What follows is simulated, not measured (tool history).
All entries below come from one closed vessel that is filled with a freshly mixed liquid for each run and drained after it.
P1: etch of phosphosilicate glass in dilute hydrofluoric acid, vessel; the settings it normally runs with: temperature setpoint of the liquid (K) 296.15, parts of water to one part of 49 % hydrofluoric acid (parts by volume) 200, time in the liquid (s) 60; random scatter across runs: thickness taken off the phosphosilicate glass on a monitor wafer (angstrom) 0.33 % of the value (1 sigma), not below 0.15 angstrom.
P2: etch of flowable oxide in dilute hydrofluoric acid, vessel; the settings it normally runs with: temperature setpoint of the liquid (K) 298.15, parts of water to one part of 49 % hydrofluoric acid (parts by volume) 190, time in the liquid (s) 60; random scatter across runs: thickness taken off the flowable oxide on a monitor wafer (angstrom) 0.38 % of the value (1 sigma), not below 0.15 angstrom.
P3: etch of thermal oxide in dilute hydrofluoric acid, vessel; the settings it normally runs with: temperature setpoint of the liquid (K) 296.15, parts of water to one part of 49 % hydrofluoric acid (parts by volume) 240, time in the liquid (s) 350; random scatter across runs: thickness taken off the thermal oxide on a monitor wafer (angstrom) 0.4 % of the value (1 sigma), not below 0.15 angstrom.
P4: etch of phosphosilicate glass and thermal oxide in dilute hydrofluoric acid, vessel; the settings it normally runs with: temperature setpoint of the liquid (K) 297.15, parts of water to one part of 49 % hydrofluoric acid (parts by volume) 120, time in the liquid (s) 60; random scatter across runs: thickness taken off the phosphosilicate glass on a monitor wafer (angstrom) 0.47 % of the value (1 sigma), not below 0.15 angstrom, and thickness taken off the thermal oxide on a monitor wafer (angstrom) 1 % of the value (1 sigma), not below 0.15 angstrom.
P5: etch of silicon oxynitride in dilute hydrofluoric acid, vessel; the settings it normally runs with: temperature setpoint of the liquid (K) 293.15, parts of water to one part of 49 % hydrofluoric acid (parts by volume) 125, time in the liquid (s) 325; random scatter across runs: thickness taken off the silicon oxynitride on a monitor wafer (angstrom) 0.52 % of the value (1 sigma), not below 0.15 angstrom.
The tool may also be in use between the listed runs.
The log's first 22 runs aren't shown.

run     day  process that ran  temperature setpoint of the liquid (K)  parts of water to one part of 49 % hydrofluoric acid (parts by volume)  time in the liquid (s)  hours since the thermometer was replaced  hours since the hydrofluoric acid flow meter was replaced  thickness taken off the phosphosilicate glass on a monitor wafer (angstrom)  thickness taken off the thermal oxide on a monitor wafer (angstrom)  thickness taken off the flowable oxide on a monitor wafer (angstrom)  thickness taken off the silicon oxynitride on a monitor wafer (angstrom)
 23   9.512                P1                                  296.15                                                                     330                      30                                       418                                                      415.3                                                                       50.351
 24   9.875                P5                                  293.15                                                                     125                     325                                     426.7                                                        424                                                                                                                                                                                                                                                                                            45.672
 25   10.35                P5                                  293.15                                                                      30                     325                                     438.1                                                      435.4                                                                                                                                                                                                                                                                                            202.15
 26   10.95                P1                                  296.15                                                                     200                      60                                     452.5                                                      449.8                                                                       187.16
 27  11.517                P1                                  296.15                                                                     285                      60                                     466.1                                                      463.4                                                                       121.87
 28  11.796                P1                                  302.15                                                                      40                      60                                     472.8                                                      470.1                                                                       1450.9
 29  12.304                P1                                  303.15                                                                     200                      90                                       485                                                      482.3                                                                       362.32
 30  12.683                P1                                  296.15                                                                     200                      60                                     494.1                                                      491.4                                                                       187.09
 31  13.154                P5                                  293.15                                                                     125                     325                                     505.4                                                      502.7                                                                                                                                                                                                                                                                                            45.238
 32  13.729                P1                                  290.15                                                                     200                      60                                     519.2                                                      516.5                                                                       149.86
 33    14.3                P2                                  298.15                                                                     190                      30                                     532.9                                                      530.2                                                                                                                                                                                                                  31.208
 34  14.583                P1                                  296.15                                                                     200                      60                                     539.7                                                        537                                                                       188.28
 35  14.946                P1                                  296.15                                                                     200                      60                                     548.4                                                      545.7                                                                       192.81
 36  15.525                P1                                  296.15                                                                     200                      60                                     562.3                                                      559.6                                                                       196.02
 37    16.1                P1                                  296.15                                                                     200                      60                                     576.1                                                      573.4                                                                       198.81
 38  16.508                P1                                  296.15                                                                     200                      60                                     585.9                                                      583.2                                                                        200.9
 39  16.825                P1                                  296.15                                                                     200                      60                                     593.5                                                      590.8                                                                        200.7
 40  17.292                P1                                  296.15                                                                     200                      60                                     604.7                                                        602                                                                        201.4
 41  17.812                P1                                  296.15                                                                     200                      60                                     617.2                                                      614.5                                                                       203.51

Estimate the outcome of run 42 from the log above:
 42  18.267                P1                                  296.15                                                                     200                      60                                     628.1                                                      625.4                                                                            ?

thickness taken off the phosphosilicate glass on a monitor wafer (angstrom): 202.29
